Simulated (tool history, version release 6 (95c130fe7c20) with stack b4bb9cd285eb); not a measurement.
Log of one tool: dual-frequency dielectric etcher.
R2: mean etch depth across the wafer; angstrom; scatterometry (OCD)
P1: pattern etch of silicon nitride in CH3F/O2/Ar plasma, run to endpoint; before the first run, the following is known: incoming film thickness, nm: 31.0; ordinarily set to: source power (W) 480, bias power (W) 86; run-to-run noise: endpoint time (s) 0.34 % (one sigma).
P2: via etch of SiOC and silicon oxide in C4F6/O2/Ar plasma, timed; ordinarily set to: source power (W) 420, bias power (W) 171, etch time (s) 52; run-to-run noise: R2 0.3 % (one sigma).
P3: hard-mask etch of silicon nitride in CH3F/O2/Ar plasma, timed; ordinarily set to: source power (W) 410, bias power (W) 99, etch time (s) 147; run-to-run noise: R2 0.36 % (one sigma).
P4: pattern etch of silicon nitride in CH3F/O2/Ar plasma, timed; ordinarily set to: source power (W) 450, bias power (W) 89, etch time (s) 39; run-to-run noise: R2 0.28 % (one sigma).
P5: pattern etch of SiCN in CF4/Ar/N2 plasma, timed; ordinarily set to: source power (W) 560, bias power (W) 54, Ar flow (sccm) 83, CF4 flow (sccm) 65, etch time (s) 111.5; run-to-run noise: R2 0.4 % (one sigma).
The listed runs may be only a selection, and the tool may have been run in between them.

{"run": 1, "hour": 16.2, "process that ran": "P1", "source power (W)": 480, "bias power (W)": 86, "endpoint time (s)": 39.63}
{"run": 2, "hour": 25.5, "process that ran": "P3", "source power (W)": 570, "bias power (W)": 99, "etch time (s)": 147, "R2": 1375.3}
{"run": 3, "hour": 41.1, "process that ran": "P3", "source power (W)": 410, "bias power (W)": 66, "etch time (s)": 147, "R2": 1054.2}
{"run": 4, "hour": 55.1, "process that ran": "P2", "source power (W)": 420, "bias power (W)": 171, "etch time (s)": 52, "R2": 579.12}
{"hour": 58.7, "done": "wet clean of the chamber"}
{"run": 5, "hour": 68.3, "process that ran": "P1", "source power (W)": 480, "bias power (W)": 86, "endpoint time (s)": 39.303}
{"run": 6, "hour": 83.5, "process that ran": "P4", "source power (W)": 450, "bias power (W)": 120, "etch time (s)": 39, "R2": 342.24}
{"run": 7, "hour": 98.7, "process that ran": "P1", "source power (W)": 680, "bias power (W)": 86, "endpoint time (s)": 34.213}
{"run": 8, "hour": 110.5, "process that ran": "P2", "source power (W)": 420, "bias power (W)": 122, "etch time (s)": 52, "R2": 523.35}
{"run": 9, "hour": 125.5, "process that ran": "P5", "source power (W)": 560, "bias power (W)": 54, "etch time (s)": 111.5, "Ar flow (sccm)": 83, "CF4 flow (sccm)": 83, "R2": 1067.7}
{"run": 10, "hour": 142.0, "process that ran": "P1", "source power (W)": 480, "bias power (W)": 61, "endpoint time (s)": 44.155}
{"run": 11, "hour": 156.9, "process that ran": "P1", "source power (W)": 480, "bias power (W)": 106, "endpoint time (s)": 36.566}
{"run": 12, "hour": 169.7, "process that ran": "P3", "source power (W)": 410, "bias power (W)": 99, "etch time (s)": 185.5, "R2": 1538.3}
{"run": 13, "hour": 179.0, "process that ran": "P1", "source power (W)": 480, "bias power (W)": 86, "endpoint time (s)": 39.504}
{"run": 14, "hour": 191.9, "process that ran": "P3", "source power (W)": 410, "bias power (W)": 99, "etch time (s)": 147, "R2": 1222}
{"run": 15, "hour": 200.4, "process that ran": "P5", "source power (W)": 560, "bias power (W)": 54, "etch time (s)": 81, "Ar flow (sccm)": 83, "CF4 flow (sccm)": 65, "R2": 747.91}
{"run": 16, "hour": 210.7, "process that ran": "P5", "source power (W)": 560, "bias power (W)": 54, "etch time (s)": 111.5, "Ar flow (sccm)": 83, "CF4 flow (sccm)": 65, "R2": 1032.3}
{"run": 17, "hour": 227.8, "process that ran": "P1", "source power (W)": 600, "bias power (W)": 114, "endpoint time (s)": 32.626}
{"run": 18, "hour": 237.4, "process that ran": "P5", "source power (W)": 560, "bias power (W)": 54, "etch time (s)": 111.5, "Ar flow (sccm)": 59, "CF4 flow (sccm)": 65, "R2": 1079.5}
{"run": 19, "hour": 253.5, "process that ran": "P2", "source power (W)": 420, "bias power (W)": 171, "etch time (s)": 36.5, "R2": 407.84}
{"run": 20, "hour": 264.5, "process that ran": "P5", "source power (W)": 560, "bias power (W)": 41, "etch time (s)": 111.5, "Ar flow (sccm)": 83, "CF4 flow (sccm)": 65, "R2": 947.99}
{"run": 21, "hour": 275.3, "process that ran": "P4", "source power (W)": 450, "bias power (W)": 89, "etch time (s)": 39, "R2": 306.11}
{"run": 22, "hour": 284.8, "process that ran": "P4", "source power (W)": 450, "bias power (W)": 89, "etch time (s)": 54, "R2": 425.04}
{"run": 23, "hour": 298.1, "process that ran": "P1", "source power (W)": 480, "bias power (W)": 86, "endpoint time (s)": 39.452}
{"run": 24, "hour": 309.1, "process that ran": "P1", "source power (W)": 380, "bias power (W)": 101, "endpoint time (s)": 40.423}
{"run": 25, "hour": 317.0, "process that ran": "P5", "source power (W)": 340, "bias power (W)": 54, "etch time (s)": 111.5, "Ar flow (sccm)": 83, "CF4 flow (sccm)": 65, "R2": 660.46}
{"run": 26, "hour": 326.3, "process that ran": "P4", "source power (W)": 450, "bias power (W)": 89, "etch time (s)": 39, "R2": 307.47}
{"run": 27, "hour": 339.1, "process that ran": "P1", "source power (W)": 330, "bias power (W)": 59, "endpoint time (s)": 51.448}
{"run": 28, "hour": 348.3, "process that ran": "P2", "source power (W)": 590, "bias power (W)": 171, "etch time (s)": 52, "R2": 660.05}
{"run": 29, "hour": 364.2, "process that ran": "P3", "source power (W)": 410, "bias power (W)": 99, "etch time (s)": 147, "R2": 1224.3}
{"run": 30, "hour": 375.0, "process that ran": "P1", "source power (W)": 310, "bias power (W)": 86, "endpoint time (s)": 46.468}
{"run": 31, "hour": 384.4, "process that ran": "P4", "source power (W)": 560, "bias power (W)": 89, "etch time (s)": 39, "R2": 334.86}
{"run": 32, "hour": 397.8, "process that ran": "P1", "source power (W)": 480, "bias power (W)": 86, "endpoint time (s)": 39.311}
{"run": 33, "hour": 415.1, "process that ran": "P1", "source power (W)": 480, "bias power (W)": 86, "endpoint time (s)": 39.071}
{"run": 34, "hour": 429.0, "process that ran": "P1", "source power (W)": 480, "bias power (W)": 86, "endpoint time (s)": 38.981}
{"run": 35, "hour": 438.0, "process that ran": "P1", "source power (W)": 480, "bias power (W)": 86, "endpoint time (s)": 38.668}
{"run": 36, "hour": 450.3, "process that ran": "P1", "source power (W)": 480, "bias power (W)": 86, "endpoint time (s)": 38.885}
{"hour": 454.1, "done": "wet clean of the chamber"}
{"run": 37, "hour": 459.5, "process that ran": "P1", "source power (W)": 480, "bias power (W)": 86, "endpoint time (s)": 38.711}
{"run": 38, "hour": 471.5, "process that ran": "P1", "source power (W)": 480, "bias power (W)": 86, "endpoint time (s)": 38.806}
{"run": 39, "hour": 488.4, "process that ran": "P1", "source power (W)": 480, "bias power (W)": 86, "endpoint time (s)": 38.823}
{"run": 40, "hour": 505.3, "process that ran": "P1", "source power (W)": 480, "bias power (W)": 86, "endpoint time (s)": 38.718}
{"run": 41, "hour": 515.3, "process that ran": "P1", "source power (W)": 480, "bias power (W)": 86, "endpoint time (s)": 38.955}
{"run": 42, "hour": 529.5, "process that ran": "P1", "source power (W)": 480, "bias power (W)": 86, "endpoint time (s)": 38.563}
{"run": 43, "hour": 537.0, "process that ran": "P1", "source power (W)": 480, "bias power (W)": 86, "endpoint time (s)": 38.872}

Something has made what P1 gives creep away from where it was; the 2 causes below, each at its own stated size, fit the log equally well:
A: source power that arrives over what is set, % = 4.55
B: bias power that arrives over what is set, % = 4.86
The gradual shift began around hour 397.8.
Other possible causes, and why each is ruled out:
chamber walls in a state that raises the etch rate, %: serviced after onset, at hour 454.1, with no recovery of the prior output

Which of the check runs below tells the causes apart, meaning the causes would give it clearly different results? Each run uses 2 wafers whose results are averaged, and each result is shown as a question mark.
{"run": "check 1", "hour": 544.5, "process that ran": "P4", "source power (W)": 450, "bias power (W)": 89, "etch time (s)": 39, "R2": "?"}
{"run": "check 2", "hour": 544.5, "process that ran": "P3", "source power (W)": 410, "bias power (W)": 99, "etch time (s)": 147, "R2": "?"}
{"run": "check 3", "hour": 544.5, "process that ran": "P2", "source power (W)": 420, "bias power (W)": 171, "etch time (s)": 52, "R2": "?"}
{"run": "check 4", "hour": 544.5, "process that ran": "P5", "source power (W)": 560, "bias power (W)": 54, "etch time (s)": 111.5, "Ar flow (sccm)": 83, "CF4 flow (sccm)": 65, "R2": "?"}

Outcome of each check run for each possible cause:
check=check_1 result=R2 if_A=312.44 if_B=312.52
check=check_2 result=R2 if_A=1237.9 if_B=1239
check=check_3 result=R2 if_A=590.19 if_B=588.91
check=check_4 result=R2 if_A=1070 if_B=1043.9
Per check, the gap between the least separated pair of causes, taken in the result that splits them most: check 1 0.02 %; check 2 0.09 %; check 3 0.22 %; check 4 2.46 %
Check 4 tells the causes apart: in the others they would give nearly the same result.

Then check 4 was run and gave: R2 1042.8 angstrom. Which cause is it?

Of the candidate causes, it is B: bias power that arrives over what is set, %.
